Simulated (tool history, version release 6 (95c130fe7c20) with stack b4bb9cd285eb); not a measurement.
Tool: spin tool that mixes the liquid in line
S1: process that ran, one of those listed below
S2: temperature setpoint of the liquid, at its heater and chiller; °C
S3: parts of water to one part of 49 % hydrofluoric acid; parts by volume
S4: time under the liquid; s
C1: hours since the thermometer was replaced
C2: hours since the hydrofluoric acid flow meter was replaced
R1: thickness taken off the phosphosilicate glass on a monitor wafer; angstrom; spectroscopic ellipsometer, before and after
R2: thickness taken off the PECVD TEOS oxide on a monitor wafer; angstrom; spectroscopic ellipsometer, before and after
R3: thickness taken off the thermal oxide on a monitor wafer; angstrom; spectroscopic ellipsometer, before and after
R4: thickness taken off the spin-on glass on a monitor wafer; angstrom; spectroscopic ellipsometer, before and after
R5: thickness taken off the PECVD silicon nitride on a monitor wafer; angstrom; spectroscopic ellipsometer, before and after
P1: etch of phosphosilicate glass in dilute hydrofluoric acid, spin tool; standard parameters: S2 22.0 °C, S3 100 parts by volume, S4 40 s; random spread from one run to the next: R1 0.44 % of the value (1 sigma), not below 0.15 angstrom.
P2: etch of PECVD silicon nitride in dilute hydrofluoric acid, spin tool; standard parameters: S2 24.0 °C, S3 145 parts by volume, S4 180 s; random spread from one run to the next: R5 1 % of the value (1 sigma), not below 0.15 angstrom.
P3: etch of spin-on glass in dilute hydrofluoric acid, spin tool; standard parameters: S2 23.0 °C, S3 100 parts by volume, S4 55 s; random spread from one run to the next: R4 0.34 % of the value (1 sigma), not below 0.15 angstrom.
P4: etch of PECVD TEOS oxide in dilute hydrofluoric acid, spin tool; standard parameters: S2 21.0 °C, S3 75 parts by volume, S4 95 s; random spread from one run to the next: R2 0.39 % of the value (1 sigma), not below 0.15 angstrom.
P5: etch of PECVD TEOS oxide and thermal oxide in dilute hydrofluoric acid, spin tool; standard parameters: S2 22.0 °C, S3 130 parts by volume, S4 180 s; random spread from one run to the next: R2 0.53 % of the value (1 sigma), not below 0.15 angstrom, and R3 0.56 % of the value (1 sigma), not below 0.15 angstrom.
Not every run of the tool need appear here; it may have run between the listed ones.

run,hour,S1,S2,S3,S4,C1,C2,R1,R2,R3,R4,R5
1,2.8,P1,22.0,100,40,230.3,769.7,303.420,,,,
2,5.6,P1,22.0,100,40,233.1,772.5,300.810,,,,
3,8.8,P5,22.0,65,180,236.3,775.7,,302.65,125.290,,
4,11.9,P1,22.0,100,65,239.4,778.8,494.820,,,,
5,16.1,P1,27.0,100,40,243.6,783.0,367.900,,,,
6,19.9,P5,22.0,130,180,247.4,786.8,,139.95,57.274,,
7,23.5,P1,22.0,50,40,251.0,790.4,642.120,,,,
8,26.1,P1,22.0,100,40,253.6,793.0,302.340,,,,
9,30.4,P1,17.0,100,40,257.9,797.3,245.910,,,,
10,33.9,P3,23.0,145,55,261.4,800.8,,,,124.04,
11,36.3,P1,22.0,100,40,263.8,803.2,305.020,,,,
12,39.0,P5,22.0,130,300,266.5,805.9,,234.58,95.689,,
13,41.5,P1,22.0,100,15,269.0,808.4,113.250,,,,
14,43.5,P2,24.0,145,180,271.0,810.4,,,,,27.269
15,45.8,P5,22.0,130,180,273.3,812.7,,139.44,57.647,,
16,50.0,P3,17.0,100,55,277.5,816.9,,,,148.82,
17,53.0,P1,22.0,100,40,280.5,819.9,303.480,,,,
18,56.7,P3,23.0,100,20,284.2,823.6,,,,69.65,
# hour 56.8: thermometer replaced
19,59.1,P2,24.0,145,180,2.4,826.0,,,,,26.589
20,63.4,P4,17.0,75,95,6.7,830.3,,275.57,,,
21,67.7,P4,21.0,75,95,11.0,834.6,,325.62,,,
22,71.4,P4,21.0,125,95,14.7,838.3,,183.86,,,
23,73.7,P2,31.0,145,180,17.0,840.6,,,,,42.582
24,78.2,P2,24.0,205,180,21.5,845.1,,,,,18.954
25,82.3,P4,21.0,75,30,25.6,849.2,,102.34,,,
26,86.8,P1,22.0,180,40,30.1,853.7,154.020,,,,
27,91.0,P3,23.0,100,55,34.3,857.9,,,,190.18,
28,93.3,P2,24.0,145,295,36.6,860.2,,,,,44.931
29,96.8,P1,22.0,100,40,40.1,863.7,302.630,,,,
30,99.4,P4,21.0,75,95,42.7,866.3,,323.14,,,
31,103.0,P3,23.0,100,55,46.3,869.9,,,,190.20,
32,106.0,P5,17.5,130,180,49.3,872.9,,117.04,48.262,,
33,110.4,P1,22.0,135,15,53.7,877.3,80.937,,,,
34,113.0,P1,22.0,100,40,56.3,879.9,301.770,,,,
35,116.5,P1,22.0,100,40,59.8,883.4,304.330,,,,
36,118.9,P1,22.0,100,40,62.2,885.8,296.460,,,,
37,120.9,P1,22.0,100,40,64.2,887.8,290.520,,,,
38,123.6,P1,22.0,100,40,66.9,890.5,289.060,,,,
39,125.7,P1,22.0,100,40,69.0,892.6,284.620,,,,
40,128.2,P1,22.0,100,40,71.5,895.1,284.860,,,,
41,132.0,P1,22.0,100,40,75.3,898.9,283.960,,,,
42,134.6,P1,22.0,100,40,77.9,901.5,281.290,,,,
43,137.0,P1,22.0,100,40,80.3,903.9,282.290,,,,
44,141.5,P1,22.0,100,40,84.8,908.4,281.960,,,,

What P1 gives has crept away from where it was. These 2 causes fit the log equally well, each at the size given:
A: liquid colder than its thermometer reads (K) = 1.83
B: hydrofluoric acid flow below the setpoint (%) = 6.4
The drift started at roughly hour 116.5.

Of the 4 check runs below, each run on 3 wafers with the results averaged and each result still a question mark, which one would tell the listed causes apart?
check 1,146.0,P4,21.0,75,95,,,,?,,,
check 2,146.0,P3,23.0,100,55,,,,,,?,
check 3,146.0,P2,24.0,145,180,,,,,,,?
check 4,146.0,P5,22.0,130,180,,,,?,?,,

Check results expected under each cause:
check,result,if A,if B
check 1,R2,299.40,300.64
check 2,R4,176.65,176.55
check 3,R5,24.273,25.616
check 4,R2,130.27,129.87
check 4,R3,53.661,53.497
Per-check spread between the two closest causes, in the result where they differ most: check 1 0.41 %; check 2 0.06 %; check 3 5.38 %; check 4 0.31 %
Of the check runs offered, only check 3 discriminates between the causes; the rest would read about the same regardless of which cause applies.

Here is what check 3 returned: R5 24.275 angstrom. Which cause is it?

The cause is A: liquid colder than its thermometer reads (K).
